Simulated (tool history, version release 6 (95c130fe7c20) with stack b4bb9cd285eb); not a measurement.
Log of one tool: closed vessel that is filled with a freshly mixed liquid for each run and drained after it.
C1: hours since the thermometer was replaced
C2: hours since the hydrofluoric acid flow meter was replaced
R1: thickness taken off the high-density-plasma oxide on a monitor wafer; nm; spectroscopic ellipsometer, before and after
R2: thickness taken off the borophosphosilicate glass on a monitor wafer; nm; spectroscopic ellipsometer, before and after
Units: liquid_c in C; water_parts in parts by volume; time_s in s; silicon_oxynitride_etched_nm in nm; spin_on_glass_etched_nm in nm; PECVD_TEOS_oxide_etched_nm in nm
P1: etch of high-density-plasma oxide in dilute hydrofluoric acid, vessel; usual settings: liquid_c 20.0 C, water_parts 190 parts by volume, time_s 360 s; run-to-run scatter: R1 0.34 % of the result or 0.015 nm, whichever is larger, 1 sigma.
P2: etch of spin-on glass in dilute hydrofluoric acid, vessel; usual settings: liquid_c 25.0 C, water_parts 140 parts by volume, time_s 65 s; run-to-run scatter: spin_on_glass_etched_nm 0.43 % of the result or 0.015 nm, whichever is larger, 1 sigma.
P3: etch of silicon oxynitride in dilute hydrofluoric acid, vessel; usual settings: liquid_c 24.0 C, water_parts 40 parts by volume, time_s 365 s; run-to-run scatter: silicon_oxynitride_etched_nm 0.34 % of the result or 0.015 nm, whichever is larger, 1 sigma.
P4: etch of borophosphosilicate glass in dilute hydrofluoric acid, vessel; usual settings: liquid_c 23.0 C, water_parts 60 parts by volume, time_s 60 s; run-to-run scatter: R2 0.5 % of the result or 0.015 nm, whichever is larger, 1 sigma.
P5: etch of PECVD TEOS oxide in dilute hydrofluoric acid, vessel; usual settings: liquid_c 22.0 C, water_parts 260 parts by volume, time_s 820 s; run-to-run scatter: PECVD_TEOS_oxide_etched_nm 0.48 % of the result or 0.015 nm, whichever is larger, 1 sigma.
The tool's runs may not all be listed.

run 1 hour=10.3 | process=P1 liquid_c=20.0 water_parts=190 time_s=360 | C1=330.1 C2=582.6 | R1=10.8430
run 2 hour=20.7 | process=P4 liquid_c=23.0 water_parts=60 time_s=60 | C1=340.5 C2=593.0 | R2=45.480
run 3 hour=29.8 | process=P3 liquid_c=24.0 water_parts=40 time_s=105 | C1=349.6 C2=602.1 | silicon_oxynitride_etched_nm=9.3281
run 4 hour=39.4 | process=P3 liquid_c=17.0 water_parts=40 time_s=365 | C1=359.2 C2=611.7 | silicon_oxynitride_etched_nm=22.9520
run 5 hour=55.4 | process=P2 liquid_c=25.0 water_parts=50 time_s=65 | C1=375.2 C2=627.7 | spin_on_glass_etched_nm=73.256
run 6 hour=70.8 | process=P4 liquid_c=30.5 water_parts=60 time_s=60 | C1=390.6 C2=643.1 | R2=61.158
run 7 hour=78.4 | process=P1 liquid_c=17.0 water_parts=190 time_s=360 | C1=398.2 C2=650.7 | R1=9.6209
run 8 hour=92.8 | process=P2 liquid_c=33.5 water_parts=140 time_s=65 | C1=412.6 C2=665.1 | spin_on_glass_etched_nm=31.996
run 9 hour=104.2 | process=P5 liquid_c=17.0 water_parts=260 time_s=820 | C1=424.0 C2=676.5 | PECVD_TEOS_oxide_etched_nm=37.0190
run 10 hour=119.6 | process=P2 liquid_c=25.0 water_parts=140 time_s=65 | C1=439.4 C2=691.9 | spin_on_glass_etched_nm=23.398
run 11 hour=129.6 | process=P1 liquid_c=26.0 water_parts=190 time_s=360 | C1=449.4 C2=701.9 | R1=13.5630
run 12 hour=145.1 | process=P5 liquid_c=22.0 water_parts=260 time_s=30 | C1=464.9 C2=717.4 | PECVD_TEOS_oxide_etched_nm=1.6553
run 13 hour=157.1 | process=P2 liquid_c=25.0 water_parts=140 time_s=30 | C1=476.9 C2=729.4 | spin_on_glass_etched_nm=10.765
run 14 hour=167.5 | process=P5 liquid_c=22.0 water_parts=260 time_s=820 | C1=487.3 C2=739.8 | PECVD_TEOS_oxide_etched_nm=44.2610
run 15 hour=182.6 | process=P3 liquid_c=24.0 water_parts=65 time_s=365 | C1=502.4 C2=754.9 | silicon_oxynitride_etched_nm=19.4500
run 16 hour=191.8 | process=P5 liquid_c=22.0 water_parts=425 time_s=820 | C1=511.6 C2=764.1 | PECVD_TEOS_oxide_etched_nm=23.2590
run 17 hour=201.3 | process=P1 liquid_c=20.0 water_parts=80 time_s=360 | C1=521.1 C2=773.6 | R1=28.9950
run 18 hour=208.7 | process=P1 liquid_c=20.0 water_parts=190 time_s=360 | C1=528.5 C2=781.0 | R1=10.8210
run 19 hour=225.0 | process=P3 liquid_c=24.0 water_parts=40 time_s=365 | C1=544.8 C2=797.3 | silicon_oxynitride_etched_nm=32.3840
-- hour=241.6 thermometer replaced
run 20 hour=241.6 | process=P1 liquid_c=20.0 water_parts=190 time_s=360 | C1=0.0 C2=813.9 | R1=10.7910
run 21 hour=251.1 | process=P1 liquid_c=20.0 water_parts=190 time_s=360 | C1=9.5 C2=823.4 | R1=10.8890
run 22 hour=259.1 | process=P5 liquid_c=22.0 water_parts=260 time_s=820 | C1=17.5 C2=831.4 | PECVD_TEOS_oxide_etched_nm=44.1940
run 23 hour=274.8 | process=P1 liquid_c=20.0 water_parts=330 time_s=360 | C1=33.2 C2=847.1 | R1=5.4779
run 24 hour=286.0 | process=P1 liquid_c=20.0 water_parts=190 time_s=675 | C1=44.4 C2=858.3 | R1=20.2750
run 25 hour=299.7 | process=P4 liquid_c=23.0 water_parts=60 time_s=60 | C1=58.1 C2=872.0 | R2=45.484
run 26 hour=307.0 | process=P4 liquid_c=23.0 water_parts=60 time_s=105 | C1=65.4 C2=879.3 | R2=79.410
run 27 hour=314.3 | process=P4 liquid_c=23.0 water_parts=95 time_s=60 | C1=72.7 C2=886.6 | R2=27.518
run 28 hour=329.1 | process=P1 liquid_c=20.0 water_parts=190 time_s=95 | C1=87.5 C2=901.4 | R1=2.8366
run 29 hour=345.5 | process=P1 liquid_c=26.5 water_parts=190 time_s=155 | C1=103.9 C2=917.8 | R1=5.9924
run 30 hour=354.8 | process=P3 liquid_c=24.0 water_parts=40 time_s=365 | C1=113.2 C2=927.1 | silicon_oxynitride_etched_nm=32.3870
run 31 hour=365.0 | process=P1 liquid_c=20.0 water_parts=190 time_s=360 | C1=123.4 C2=937.3 | R1=10.8350
run 32 hour=381.3 | process=P2 liquid_c=25.0 water_parts=140 time_s=65 | C1=139.7 C2=953.6 | spin_on_glass_etched_nm=23.362
run 33 hour=397.2 | process=P1 liquid_c=20.0 water_parts=190 time_s=360 | C1=155.6 C2=969.5 | R1=10.8710
run 34 hour=409.7 | process=P1 liquid_c=20.0 water_parts=190 time_s=360 | C1=168.1 C2=982.0 | R1=10.5760
run 35 hour=426.2 | process=P1 liquid_c=20.0 water_parts=190 time_s=360 | C1=184.6 C2=998.5 | R1=10.3450
run 36 hour=438.9 | process=P1 liquid_c=20.0 water_parts=190 time_s=360 | C1=197.3 C2=1011.2 | R1=10.1500
run 37 hour=446.5 | process=P1 liquid_c=20.0 water_parts=190 time_s=360 | C1=204.9 C2=1018.8 | R1=10.1690
run 38 hour=462.9 | process=P1 liquid_c=20.0 water_parts=190 time_s=360 | C1=221.3 C2=1035.2 | R1=10.0910
run 39 hour=472.0 | process=P1 liquid_c=20.0 water_parts=190 time_s=360 | C1=230.4 C2=1044.3 | R1=10.0620
run 40 hour=486.3 | process=P1 liquid_c=20.0 water_parts=190 time_s=360 | C1=244.7 C2=1058.6 | R1=10.0260
run 41 hour=500.0 | process=P1 liquid_c=20.0 water_parts=190 time_s=360 | C1=258.4 C2=1072.3 | R1=10.0790
run 42 hour=512.7 | process=P1 liquid_c=20.0 water_parts=190 time_s=360 | C1=271.1 C2=1085.0 | R1=10.0250
run 43 hour=520.6 | process=P1 liquid_c=20.0 water_parts=190 time_s=360 | C1=279.0 C2=1092.9 | R1=10.0110

What P1 gives has crept away from where it was. These 2 causes fit the log equally well, each at the size given:
A: liquid colder than its thermometer reads (K) = 2.07
B: hydrofluoric acid flow below the setpoint (%) = 6.57
The creep began at about hour 397.2.

4 check runs are offered, one wafer each, their results left as question marks. Which one tells the causes apart?
run check 1 hour=528.5 | process=P2 liquid_c=32.5 water_parts=75 time_s=65 | spin_on_glass_etched_nm=?
run check 2 hour=528.5 | process=P3 liquid_c=19.5 water_parts=40 time_s=120 | silicon_oxynitride_etched_nm=?
run check 3 hour=528.5 | process=P5 liquid_c=17.0 water_parts=260 time_s=100 | PECVD_TEOS_oxide_etched_nm=?
run check 4 hour=528.5 | process=P4 liquid_c=27.5 water_parts=60 time_s=80 | R2=?

What each check would give under each cause:
check=check_1 result=spin_on_glass_etched_nm if_A=58.531 if_B=58.662
check=check_2 result=silicon_oxynitride_etched_nm if_A=7.6598 if_B=7.9433
check=check_3 result=PECVD_TEOS_oxide_etched_nm if_A=4.1407 if_B=4.1298
check=check_4 result=R2 if_A=66.687 if_B=67.281
How far apart the two closest causes lie, in the result that separates them most: check 1 0.22 %; check 2 3.63 %; check 3 0.26 %; check 4 0.89 %
Check 2 tells the causes apart: in the others they would give nearly the same result.

Then check 2 was run and gave: silicon_oxynitride_etched_nm 7.6557 nm. Which cause is it?

It is A: liquid colder than its thermometer reads (K).
